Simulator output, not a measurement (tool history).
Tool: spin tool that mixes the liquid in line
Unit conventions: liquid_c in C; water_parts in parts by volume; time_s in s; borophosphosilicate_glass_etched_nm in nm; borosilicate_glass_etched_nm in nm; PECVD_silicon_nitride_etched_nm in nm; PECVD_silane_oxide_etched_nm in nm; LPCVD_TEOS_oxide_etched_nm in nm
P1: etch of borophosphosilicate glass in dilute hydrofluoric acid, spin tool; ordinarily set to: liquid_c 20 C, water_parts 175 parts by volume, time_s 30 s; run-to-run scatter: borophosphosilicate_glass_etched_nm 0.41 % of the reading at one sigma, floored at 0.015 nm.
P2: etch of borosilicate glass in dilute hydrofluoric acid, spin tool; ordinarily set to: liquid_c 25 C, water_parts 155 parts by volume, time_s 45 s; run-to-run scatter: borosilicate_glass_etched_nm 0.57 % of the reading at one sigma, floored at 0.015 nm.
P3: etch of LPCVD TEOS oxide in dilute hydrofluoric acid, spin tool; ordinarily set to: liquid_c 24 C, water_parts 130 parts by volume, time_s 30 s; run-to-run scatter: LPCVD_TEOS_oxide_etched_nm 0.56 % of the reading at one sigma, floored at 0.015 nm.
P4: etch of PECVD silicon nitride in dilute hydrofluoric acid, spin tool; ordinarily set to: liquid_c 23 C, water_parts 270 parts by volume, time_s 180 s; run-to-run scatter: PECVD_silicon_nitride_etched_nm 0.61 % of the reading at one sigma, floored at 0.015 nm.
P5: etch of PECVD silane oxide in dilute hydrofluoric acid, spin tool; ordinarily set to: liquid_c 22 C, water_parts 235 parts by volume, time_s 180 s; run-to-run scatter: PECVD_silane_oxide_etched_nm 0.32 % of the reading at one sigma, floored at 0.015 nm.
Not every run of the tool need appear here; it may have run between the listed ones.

run,hour,process,liquid_c,water_parts,time_s,hours since the thermometer was replaced,hours since the hydrofluoric acid flow meter was replaced,borophosphosilicate_glass_etched_nm,borosilicate_glass_etched_nm,PECVD_silicon_nitride_etched_nm,PECVD_silane_oxide_etched_nm,LPCVD_TEOS_oxide_etched_nm
1,5.6,P1,20,175,30,782.1,252.8,5.5166,,,,
2,10.9,P1,17,175,30,787.4,258.1,4.8162,,,,
3,19.9,P2,25,55,45,796.4,267.1,,23.36,,,
4,27.5,P4,23,380,180,804,274.7,,,2.7108,,
5,33.5,P5,28.5,235,180,810,280.7,,,,12.375,
6,44,P1,25,175,55,820.5,291.2,12.18,,,,
7,49.1,P1,20,310,45,825.6,296.3,4.0578,,,,
8,55.5,P1,20,310,30,832,302.7,2.7164,,,,
9,63.6,P2,25,155,45,840.1,310.8,,7.2614,,,
10,69.8,P1,20,175,30,846.3,317,5.4561,,,,
11,80.1,P1,20,175,15,856.6,327.3,2.7677,,,,
12,85.6,P4,23,270,180,862.1,332.8,,,3.7386,,
13,92.6,P1,20,65,30,869.1,339.8,16.662,,,,
14,102.8,P4,23,270,100,879.3,350,,,2.1053,,
15,107.9,P1,20,175,60,884.4,355.1,11.062,,,,
16,115.7,P4,17,270,180,892.2,362.9,,,2.5419,,
17,123.4,P1,24.5,175,30,899.9,370.6,6.4765,,,,
18,129.1,P1,20,175,30,905.6,376.3,5.4841,,,,
19,134.8,P3,24,45,30,911.3,382,,,,,33.098
20,141,P2,25,155,45,917.5,388.2,,7.2212,,,
21,149.2,P3,28.5,130,30,925.7,396.4,,,,,12.227
22,156.5,P3,24,130,15,933,403.7,,,,,5.1529
23,161.6,P1,20,175,30,938.1,408.8,5.4745,,,,
24,170.7,P2,20,155,45,947.2,417.9,,5.9931,,,
25,175.5,P5,22,235,180,952,422.7,,,,9.7908,
26,184.4,P5,22,235,310,960.9,431.6,,,,16.921,
27,192.5,P5,22,325,180,969,439.7,,,,6.4956,
28,198.2,P1,20,175,30,974.7,445.4,5.4601,,,,
29,206.3,P2,25,155,80,982.8,453.5,,13.016,,,
30,216,P3,24,130,30,992.5,463.2,,,,,10.365
31,221.7,P1,20,175,30,998.2,468.9,5.5202,,,,
32,228.8,P1,20,175,30,1005.3,476,5.5953,,,,
33,237.8,P1,20,175,30,1014.3,485,5.6476,,,,
34,245.4,P1,20,175,30,1021.9,492.6,5.7282,,,,
35,250.7,P1,20,175,30,1027.2,497.9,5.7834,,,,
36,259.9,P1,20,175,30,1036.4,507.1,5.7715,,,,
37,266.7,P1,20,175,30,1043.2,513.9,5.7565,,,,
38,274.4,P1,20,175,30,1050.9,521.6,5.8399,,,,
39,282.4,P1,20,175,30,1058.9,529.6,5.7546,,,,
40,288.1,P1,20,175,30,1064.6,535.3,5.8169,,,,
41,297.1,P1,20,175,30,1073.6,544.3,5.8114,,,,

Compared with where it was, what P1 gives has crept away. Each cause listed below fits the log as well as the rest, at the size given for it:
A: liquid hotter than its thermometer reads (K) = 1.56
B: hydrofluoric acid flow above the setpoint (%) = 5.29
The process output started creeping at around hour 221.7.

The list below offers 4 check runs, each averaging the results of 2 wafers, and shows each result as a question mark. For which of them would the listed causes give clearly different results?
check 1,306.1,P5,22,235,180,,,,,,?,
check 2,306.1,P3,24,130,30,,,,,,,?
check 3,306.1,P2,25,155,45,,,,?,,,
check 4,306.1,P4,23,270,180,,,,,?,,

What each check would give under each cause:
check,result,if A,if B
check 1,PECVD_silane_oxide_etched_nm,10.386,10.45
check 2,LPCVD_TEOS_oxide_etched_nm,10.918,10.909
check 3,borosilicate_glass_etched_nm,7.6994,7.7172
check 4,PECVD_silicon_nitride_etched_nm,4.1514,3.9663
Smallest distance between any two causes, each pair judged by its most separating result, in per cent: check 1 0.62 %; check 2 0.08 %; check 3 0.23 %; check 4 4.56 %
The other checks would show nearly matching results whichever cause is true, so check 4 is the only one that separates the causes.

Check 4 has now been run. It gave: PECVD_silicon_nitride_etched_nm 4.145 nm. Which of the candidate causes is it?

The correct cause is A, namely: liquid hotter than its thermometer reads (K).

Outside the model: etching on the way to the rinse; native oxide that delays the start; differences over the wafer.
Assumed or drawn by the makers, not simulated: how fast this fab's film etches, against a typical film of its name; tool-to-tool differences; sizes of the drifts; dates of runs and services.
